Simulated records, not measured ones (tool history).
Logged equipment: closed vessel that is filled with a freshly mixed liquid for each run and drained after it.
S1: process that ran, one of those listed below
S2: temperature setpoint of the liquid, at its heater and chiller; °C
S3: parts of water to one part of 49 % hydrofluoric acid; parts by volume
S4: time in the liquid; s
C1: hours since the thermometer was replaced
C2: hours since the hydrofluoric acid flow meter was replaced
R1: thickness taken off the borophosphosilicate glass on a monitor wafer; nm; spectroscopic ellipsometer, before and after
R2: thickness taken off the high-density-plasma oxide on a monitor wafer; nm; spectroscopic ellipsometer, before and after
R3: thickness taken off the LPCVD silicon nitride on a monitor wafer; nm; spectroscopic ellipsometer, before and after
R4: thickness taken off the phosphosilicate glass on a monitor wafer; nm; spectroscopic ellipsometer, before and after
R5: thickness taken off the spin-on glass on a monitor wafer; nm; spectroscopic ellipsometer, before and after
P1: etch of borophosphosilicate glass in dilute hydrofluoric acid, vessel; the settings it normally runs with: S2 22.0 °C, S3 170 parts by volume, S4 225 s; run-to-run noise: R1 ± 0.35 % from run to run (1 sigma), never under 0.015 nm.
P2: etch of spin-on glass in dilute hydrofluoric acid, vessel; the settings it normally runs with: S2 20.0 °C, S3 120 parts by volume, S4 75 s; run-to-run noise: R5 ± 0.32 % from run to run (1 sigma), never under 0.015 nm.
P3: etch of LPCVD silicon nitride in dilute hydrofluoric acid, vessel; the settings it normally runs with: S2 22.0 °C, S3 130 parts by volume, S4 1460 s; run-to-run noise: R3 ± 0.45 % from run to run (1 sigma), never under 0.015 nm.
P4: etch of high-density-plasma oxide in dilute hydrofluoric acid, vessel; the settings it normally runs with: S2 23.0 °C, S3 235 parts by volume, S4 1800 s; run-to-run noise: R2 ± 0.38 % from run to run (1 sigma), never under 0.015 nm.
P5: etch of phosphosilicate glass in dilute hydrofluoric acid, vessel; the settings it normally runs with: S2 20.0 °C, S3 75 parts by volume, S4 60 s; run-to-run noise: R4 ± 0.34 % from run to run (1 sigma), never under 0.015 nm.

run   hour  S1    S2   S3    S4      C1      C2      R1      R2       R3       R4      R5
  1    8.5  P1  22.0  170   225   811.7   960.7  33.873
  2   15.4  P1  17.0  255   225   818.6   967.6  17.056
  3   29.2  P1  22.0  170   225   832.4   981.4  34.007
  4   39.6  P4  23.0  235  1800   842.8   991.8          35.666
  5   46.2  P1  22.0  170   400   849.4   998.4  60.138
  6   52.4  P1  22.0  270   225   855.6  1004.6  19.178
  7   59.2  P4  23.0  235  3315   862.4  1011.4          64.810
  8   70.6  P3  22.0  130  1460   873.8  1022.8                   5.5248
  9   82.5  P5  27.5   75    60   885.7  1034.7                           142.870
 10   89.0  P1  22.0  105   225   892.2  1041.2  58.781
 11   98.5  P4  23.0  125  1800   901.7  1050.7          74.649
 12  105.8  P3  17.0  130  1460   909.0  1058.0                   3.9496
 13  113.4  P2  20.0  120    75   916.6  1065.6                                    28.876
 14  125.0  P1  17.0  110   225   928.2  1077.2  45.328
 15  137.0  P2  25.0  120    75   940.2  1089.2                                    35.013
 16  145.6  P1  27.0  170   225   948.8  1097.8  40.850
 17  159.5  P5  20.0  135    60   962.7  1111.7                            54.998
 18  167.3  P4  23.0  235  1800   970.5  1119.5          35.440
 19  178.0  P1  17.0  170   135   981.2  1130.2  16.692
 20  184.2  P3  22.0  130  2850   987.4  1136.4                  10.9000
 21  191.3  P2  20.0   40    75   994.5  1143.5                                    94.898
 22  200.2  P3  22.0  215  1460  1003.4  1152.4                   3.3444
 23  208.5  P5  20.0   75    60  1011.7  1160.7                           105.530
 24  220.7  P1  22.0  170   225  1023.9  1172.9  33.845
 25  232.1  P1  22.0  170   225  1035.3  1184.3  33.631
 26  243.6  P1  22.0  170   225  1046.8  1195.8  33.625
 27  256.5  P1  17.5  170   225  1059.7  1208.7  28.266
 28  269.4  P1  22.0  170   125  1072.6  1221.6  18.906
 29  276.3  P4  17.0  235  1800  1079.5  1228.5          28.251
 30  285.5  P2  20.0  120   125  1088.7  1237.7                                    48.181

For run 31, what comes out?
 31  297.0  P5  20.0  75  30  1100.2  1249.2               ?

R4: 53.093 nm
